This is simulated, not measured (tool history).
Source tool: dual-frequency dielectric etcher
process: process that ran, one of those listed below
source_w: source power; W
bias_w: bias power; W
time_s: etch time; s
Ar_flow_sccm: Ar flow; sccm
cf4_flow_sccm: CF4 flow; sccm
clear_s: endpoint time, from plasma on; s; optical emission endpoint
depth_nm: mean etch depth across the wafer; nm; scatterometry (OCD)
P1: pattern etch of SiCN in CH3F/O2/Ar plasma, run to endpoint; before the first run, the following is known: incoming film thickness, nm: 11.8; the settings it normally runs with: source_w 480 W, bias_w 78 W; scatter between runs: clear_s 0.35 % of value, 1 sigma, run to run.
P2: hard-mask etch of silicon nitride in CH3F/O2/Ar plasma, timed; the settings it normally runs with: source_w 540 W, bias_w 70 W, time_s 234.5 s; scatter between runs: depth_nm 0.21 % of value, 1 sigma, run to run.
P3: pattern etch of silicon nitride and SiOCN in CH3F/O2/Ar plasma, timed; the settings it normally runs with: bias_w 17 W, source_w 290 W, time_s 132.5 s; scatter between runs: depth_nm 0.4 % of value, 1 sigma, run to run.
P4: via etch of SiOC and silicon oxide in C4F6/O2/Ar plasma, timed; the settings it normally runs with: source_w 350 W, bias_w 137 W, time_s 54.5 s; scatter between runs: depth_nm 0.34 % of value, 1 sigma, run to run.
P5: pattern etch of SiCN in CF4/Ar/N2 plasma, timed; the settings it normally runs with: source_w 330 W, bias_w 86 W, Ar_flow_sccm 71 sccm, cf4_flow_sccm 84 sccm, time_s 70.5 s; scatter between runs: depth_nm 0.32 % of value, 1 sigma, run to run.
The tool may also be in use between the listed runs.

{"run": 1, "hour": 8.7, "process": "P1", "source_w": 480, "bias_w": 78, "clear_s": 29.831}
{"run": 2, "hour": 18.8, "process": "P3", "source_w": 400, "bias_w": 17, "time_s": 132.5, "depth_nm": 15.691}
{"run": 3, "hour": 31.0, "process": "P3", "source_w": 290, "bias_w": 17, "time_s": 96.5, "depth_nm": 10.248}
{"run": 4, "hour": 43.7, "process": "P1", "source_w": 480, "bias_w": 107, "clear_s": 26.384}
{"run": 5, "hour": 56.3, "process": "P5", "source_w": 330, "bias_w": 86, "time_s": 70.5, "Ar_flow_sccm": 71, "cf4_flow_sccm": 119, "depth_nm": 56.108}
{"run": 6, "hour": 66.4, "process": "P1", "source_w": 620, "bias_w": 47, "clear_s": 32.166}
{"run": 7, "hour": 77.0, "process": "P1", "source_w": 370, "bias_w": 78, "clear_s": 32.904}
{"run": 8, "hour": 86.2, "process": "P1", "source_w": 480, "bias_w": 78, "clear_s": 29.881}
{"run": 9, "hour": 93.5, "process": "P4", "source_w": 210, "bias_w": 137, "time_s": 54.5, "depth_nm": 44.048}
{"run": 10, "hour": 105.0, "process": "P2", "source_w": 540, "bias_w": 70, "time_s": 129.0, "depth_nm": 103.25}
{"run": 11, "hour": 119.3, "process": "P5", "source_w": 330, "bias_w": 65, "time_s": 70.5, "Ar_flow_sccm": 71, "cf4_flow_sccm": 84, "depth_nm": 49.319}
{"run": 12, "hour": 128.3, "process": "P3", "source_w": 290, "bias_w": 12, "time_s": 132.5, "depth_nm": 12.222}
{"run": 13, "hour": 144.0, "process": "P2", "source_w": 310, "bias_w": 70, "time_s": 234.5, "depth_nm": 151.46}
{"run": 14, "hour": 156.4, "process": "P4", "source_w": 350, "bias_w": 81, "time_s": 54.5, "depth_nm": 45.743}
{"run": 15, "hour": 167.3, "process": "P2", "source_w": 540, "bias_w": 90, "time_s": 234.5, "depth_nm": 203.72}
{"run": 16, "hour": 176.6, "process": "P5", "source_w": 330, "bias_w": 86, "time_s": 102.5, "Ar_flow_sccm": 71, "cf4_flow_sccm": 84, "depth_nm": 78.423}
{"run": 17, "hour": 188.4, "process": "P1", "source_w": 480, "bias_w": 78, "clear_s": 29.869}
{"run": 18, "hour": 198.6, "process": "P5", "source_w": 440, "bias_w": 86, "time_s": 70.5, "Ar_flow_sccm": 71, "cf4_flow_sccm": 84, "depth_nm": 69.544}
{"run": 19, "hour": 213.6, "process": "P4", "source_w": 350, "bias_w": 137, "time_s": 54.5, "depth_nm": 53.209}
{"run": 20, "hour": 222.5, "process": "P1", "source_w": 600, "bias_w": 78, "clear_s": 27.549}
{"run": 21, "hour": 238.4, "process": "P4", "source_w": 350, "bias_w": 137, "time_s": 31.5, "depth_nm": 30.756}
{"run": 22, "hour": 250.9, "process": "P5", "source_w": 330, "bias_w": 86, "time_s": 70.5, "Ar_flow_sccm": 87, "cf4_flow_sccm": 84, "depth_nm": 52.72}
{"run": 23, "hour": 266.6, "process": "P1", "source_w": 480, "bias_w": 46, "clear_s": 35.556}
{"run": 24, "hour": 275.0, "process": "P1", "source_w": 660, "bias_w": 92, "clear_s": 25.033}
{"run": 25, "hour": 289.8, "process": "P2", "source_w": 540, "bias_w": 70, "time_s": 234.5, "depth_nm": 187.61}
{"run": 26, "hour": 297.7, "process": "P1", "source_w": 480, "bias_w": 78, "clear_s": 29.779}
{"run": 27, "hour": 313.3, "process": "P3", "source_w": 290, "bias_w": 17, "time_s": 132.5, "depth_nm": 14.163}
{"run": 28, "hour": 325.9, "process": "P3", "source_w": 290, "bias_w": 17, "time_s": 132.5, "depth_nm": 14.077}
{"run": 29, "hour": 335.3, "process": "P2", "source_w": 540, "bias_w": 70, "time_s": 234.5, "depth_nm": 187.38}
{"run": 30, "hour": 349.2, "process": "P1", "source_w": 480, "bias_w": 78, "clear_s": 29.761}
{"run": 31, "hour": 359.3, "process": "P1", "source_w": 400, "bias_w": 59, "clear_s": 34.975}
{"run": 32, "hour": 369.8, "process": "P4", "source_w": 350, "bias_w": 137, "time_s": 54.5, "depth_nm": 53.362}
{"run": 33, "hour": 385.6, "process": "P5", "source_w": 330, "bias_w": 86, "time_s": 70.5, "Ar_flow_sccm": 71, "cf4_flow_sccm": 84, "depth_nm": 54.309}
{"run": 34, "hour": 401.4, "process": "P1", "source_w": 480, "bias_w": 78, "clear_s": 29.813}
{"run": 35, "hour": 412.4, "process": "P1", "source_w": 480, "bias_w": 78, "clear_s": 30.02}
{"run": 36, "hour": 426.5, "process": "P1", "source_w": 480, "bias_w": 78, "clear_s": 30.147}
{"run": 37, "hour": 435.8, "process": "P1", "source_w": 480, "bias_w": 78, "clear_s": 30.248}
{"run": 38, "hour": 450.5, "process": "P1", "source_w": 480, "bias_w": 78, "clear_s": 30.121}
{"hour": 459.2, "done": "wet clean of the chamber"}
{"run": 39, "hour": 462.1, "process": "P1", "source_w": 480, "bias_w": 78, "clear_s": 30.266}
{"run": 40, "hour": 470.5, "process": "P1", "source_w": 480, "bias_w": 78, "clear_s": 30.239}
{"run": 41, "hour": 477.9, "process": "P1", "source_w": 480, "bias_w": 78, "clear_s": 30.351}
{"run": 42, "hour": 487.5, "process": "P1", "source_w": 480, "bias_w": 78, "clear_s": 30.344}

What P1 gives has crept away from where it was. These 2 causes fit the log equally well, each at the size given:
A: bias power that arrives under what is set, % = 4.85
B: source power that arrives under what is set, % = 4.57
The gradual shift began around hour 401.4.
Excluded causes, each with its reason:
chamber walls in a state that lowers the etch rate, %: serviced at hour 459.2, after the change had begun; the process did not return to its earlier output

Question marks stand in for the results of the 4 check runs listed below, each run on one wafer. Under which run would the listed causes show clearly different results?
{"run": "check 1", "hour": 497.1, "process": "P4", "source_w": 240, "bias_w": 91, "time_s": 54.5, "depth_nm": "?"}
{"run": "check 2", "hour": 497.1, "process": "P2", "source_w": 320, "bias_w": 70, "time_s": 135.5, "depth_nm": "?"}
{"run": "check 3", "hour": 497.1, "process": "P3", "source_w": 340, "bias_w": 17, "time_s": 96.5, "depth_nm": "?"}
{"run": "check 4", "hour": 497.1, "process": "P5", "source_w": 330, "bias_w": 72, "time_s": 70.5, "Ar_flow_sccm": 71, "cf4_flow_sccm": 84, "depth_nm": "?"}

What every check run would give for each of its results, assuming each possible cause in turn:
check=check_1 result=depth_nm if_A=40.153 if_B=39.971
check=check_2 result=depth_nm if_A=87.277 if_B=87.232
check=check_3 result=depth_nm if_A=10.631 if_B=10.679
check=check_4 result=depth_nm if_A=50.164 if_B=48.925
Separation of the two closest causes in each check, using whichever result separates them best: check 1 0.46 %; check 2 0.05 %; check 3 0.45 %; check 4 2.5 %
Of the check runs offered, only check 4 discriminates between the causes; the rest would read about the same regardless of which cause applies.

Then check 4 was run and gave: depth_nm 48.978 nm. Which cause is it?

It is B: source power that arrives under what is set, %.

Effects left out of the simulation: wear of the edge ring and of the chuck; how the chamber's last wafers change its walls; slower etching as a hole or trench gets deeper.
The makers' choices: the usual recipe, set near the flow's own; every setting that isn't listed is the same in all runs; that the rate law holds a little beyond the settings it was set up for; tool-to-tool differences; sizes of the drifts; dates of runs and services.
